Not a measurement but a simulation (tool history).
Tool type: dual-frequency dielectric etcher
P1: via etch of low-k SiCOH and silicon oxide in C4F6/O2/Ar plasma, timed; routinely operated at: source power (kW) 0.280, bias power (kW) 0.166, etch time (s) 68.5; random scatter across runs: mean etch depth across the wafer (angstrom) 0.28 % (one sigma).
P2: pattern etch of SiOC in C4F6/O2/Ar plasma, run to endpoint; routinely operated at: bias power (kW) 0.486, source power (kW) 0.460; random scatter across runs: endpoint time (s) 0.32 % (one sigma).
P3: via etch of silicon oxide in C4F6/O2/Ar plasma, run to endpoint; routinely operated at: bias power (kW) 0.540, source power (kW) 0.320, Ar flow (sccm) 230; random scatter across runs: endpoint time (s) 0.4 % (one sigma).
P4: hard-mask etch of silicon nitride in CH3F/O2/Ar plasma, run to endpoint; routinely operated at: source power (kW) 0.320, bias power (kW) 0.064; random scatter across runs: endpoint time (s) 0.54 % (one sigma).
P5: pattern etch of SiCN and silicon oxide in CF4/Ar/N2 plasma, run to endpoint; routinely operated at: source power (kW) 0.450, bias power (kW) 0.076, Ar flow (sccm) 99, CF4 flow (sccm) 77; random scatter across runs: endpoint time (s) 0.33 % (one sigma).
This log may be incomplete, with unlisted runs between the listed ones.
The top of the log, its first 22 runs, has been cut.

run,day,process that ran,source power (kW),bias power (kW),etch time (s),Ar flow (sccm),CF4 flow (sccm),mean etch depth across the wafer (angstrom),endpoint time (s)
23,8.996,P4,0.320,0.064,,,,,70.274
24,9.475,P3,0.320,0.427,,230,,,28.579
25,9.708,P4,0.320,0.064,,,,,71.051
26,10.100,P1,0.170,0.166,68.5,,,1373.80,
27,10.567,P1,0.330,0.216,68.5,,,1925.70,
28,10.967,P1,0.360,0.166,68.5,,,1837.20,
29,11.262,P1,0.280,0.166,68.5,,,1659.10,
30,11.675,P1,0.280,0.104,68.5,,,1439.10,
31,12.058,P5,0.360,0.076,,99,77,,15.237
32,12.321,P4,0.390,0.064,,,,,66.267
33,12.562,P1,0.380,0.213,68.5,,,2016.30,
34,13.029,P1,0.280,0.166,68.5,,,1655.80,
35,13.258,P1,0.280,0.166,68.5,,,1656.50,
36,13.521,P1,0.280,0.166,68.5,,,1668.80,

Run 37 is up next; what results do you expect?
37,13.762,P1,0.280,0.166,68.5,,,?,

mean etch depth across the wafer (angstrom): 1666.60

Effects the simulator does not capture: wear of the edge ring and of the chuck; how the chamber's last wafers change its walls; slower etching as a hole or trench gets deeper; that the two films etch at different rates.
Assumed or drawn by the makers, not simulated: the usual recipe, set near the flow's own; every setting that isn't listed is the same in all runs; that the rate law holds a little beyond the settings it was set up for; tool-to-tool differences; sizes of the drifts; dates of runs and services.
